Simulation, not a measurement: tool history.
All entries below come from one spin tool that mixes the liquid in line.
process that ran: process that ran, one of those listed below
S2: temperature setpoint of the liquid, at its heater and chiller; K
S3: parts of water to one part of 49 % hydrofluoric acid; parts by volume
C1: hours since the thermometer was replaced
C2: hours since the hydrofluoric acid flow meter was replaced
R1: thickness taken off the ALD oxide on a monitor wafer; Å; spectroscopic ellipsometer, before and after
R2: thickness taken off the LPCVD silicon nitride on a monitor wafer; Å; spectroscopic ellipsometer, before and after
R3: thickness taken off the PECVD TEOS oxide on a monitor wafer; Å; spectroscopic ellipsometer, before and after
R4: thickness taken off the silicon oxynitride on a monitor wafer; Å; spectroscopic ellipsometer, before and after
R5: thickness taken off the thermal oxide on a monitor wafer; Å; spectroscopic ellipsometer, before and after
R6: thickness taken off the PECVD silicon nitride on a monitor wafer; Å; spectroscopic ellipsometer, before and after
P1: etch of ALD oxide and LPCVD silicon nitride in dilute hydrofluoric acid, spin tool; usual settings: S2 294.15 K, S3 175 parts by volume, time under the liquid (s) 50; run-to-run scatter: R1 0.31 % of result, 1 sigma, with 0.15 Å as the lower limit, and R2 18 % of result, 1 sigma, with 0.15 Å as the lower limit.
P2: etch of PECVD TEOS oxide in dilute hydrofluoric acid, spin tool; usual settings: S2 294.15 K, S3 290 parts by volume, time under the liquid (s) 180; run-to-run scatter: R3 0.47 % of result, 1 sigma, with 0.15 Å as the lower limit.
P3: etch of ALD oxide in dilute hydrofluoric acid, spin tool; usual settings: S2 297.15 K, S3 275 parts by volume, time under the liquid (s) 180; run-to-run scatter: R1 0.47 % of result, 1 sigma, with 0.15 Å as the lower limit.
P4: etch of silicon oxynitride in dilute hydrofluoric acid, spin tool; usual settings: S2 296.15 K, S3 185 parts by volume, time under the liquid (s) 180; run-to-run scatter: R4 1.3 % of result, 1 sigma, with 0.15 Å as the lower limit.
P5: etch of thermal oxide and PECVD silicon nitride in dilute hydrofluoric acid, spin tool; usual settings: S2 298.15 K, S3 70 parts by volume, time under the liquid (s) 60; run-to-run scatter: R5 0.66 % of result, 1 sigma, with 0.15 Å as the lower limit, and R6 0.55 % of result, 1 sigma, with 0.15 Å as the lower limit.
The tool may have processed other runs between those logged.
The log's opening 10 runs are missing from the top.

run 11 hour=45.2 | process_that_ran=P4 S2=296.15 S3=185 time_under_the_liquid_(s)=180 | C1=212.1 C2=586.3 | R4=17.536
run 12 hour=48.4 | process_that_ran=P4 S2=296.15 S3=290 time_under_the_liquid_(s)=180 | C1=215.3 C2=589.5 | R4=10.537
run 13 hour=53.9 | process_that_ran=P1 S2=294.15 S3=175 time_under_the_liquid_(s)=50 | C1=220.8 C2=595.0 | R1=75.215 R2=1.01410
run 14 hour=59.3 | process_that_ran=P1 S2=294.15 S3=175 time_under_the_liquid_(s)=50 | C1=226.2 C2=600.4 | R1=75.054 R2=0.95744
run 15 hour=64.4 | process_that_ran=P3 S2=297.15 S3=175 time_under_the_liquid_(s)=180 | C1=231.3 C2=605.5 | R1=120.380
run 16 hour=69.6 | process_that_ran=P3 S2=297.15 S3=275 time_under_the_liquid_(s)=80 | C1=236.5 C2=610.7 | R1=30.652
run 17 hour=73.3 | process_that_ran=P2 S2=294.15 S3=290 time_under_the_liquid_(s)=180 | C1=240.2 C2=614.4 | R3=44.270
run 18 hour=75.8 | process_that_ran=P1 S2=294.15 S3=175 time_under_the_liquid_(s)=80 | C1=242.7 C2=616.9 | R1=121.000 R2=1.84080
run 19 hour=79.9 | process_that_ran=P4 S2=291.15 S3=185 time_under_the_liquid_(s)=180 | C1=246.8 C2=621.0 | R4=14.063
run 20 hour=85.3 | process_that_ran=P5 S2=298.15 S3=100 time_under_the_liquid_(s)=60 | C1=252.2 C2=626.4 | R5=28.963 R6=37.060
run 21 hour=87.9 | process_that_ran=P3 S2=297.15 S3=275 time_under_the_liquid_(s)=180 | C1=254.8 C2=629.0 | R1=68.856
run 22 hour=93.2 | process_that_ran=P1 S2=294.15 S3=265 time_under_the_liquid_(s)=50 | C1=260.1 C2=634.3 | R1=46.013 R2=0.34113
run 23 hour=96.3 | process_that_ran=P3 S2=290.15 S3=275 time_under_the_liquid_(s)=180 | C1=263.2 C2=637.4 | R1=54.029

Predict the results of run 24:
run 24 hour=100.2 | process_that_ran=P1 S2=299.15 S3=175 time_under_the_liquid_(s)=50 | C1=267.1 C2=641.3 | R1=? R2=?

R1: 91.093 Å
R2: 1.49460 Å

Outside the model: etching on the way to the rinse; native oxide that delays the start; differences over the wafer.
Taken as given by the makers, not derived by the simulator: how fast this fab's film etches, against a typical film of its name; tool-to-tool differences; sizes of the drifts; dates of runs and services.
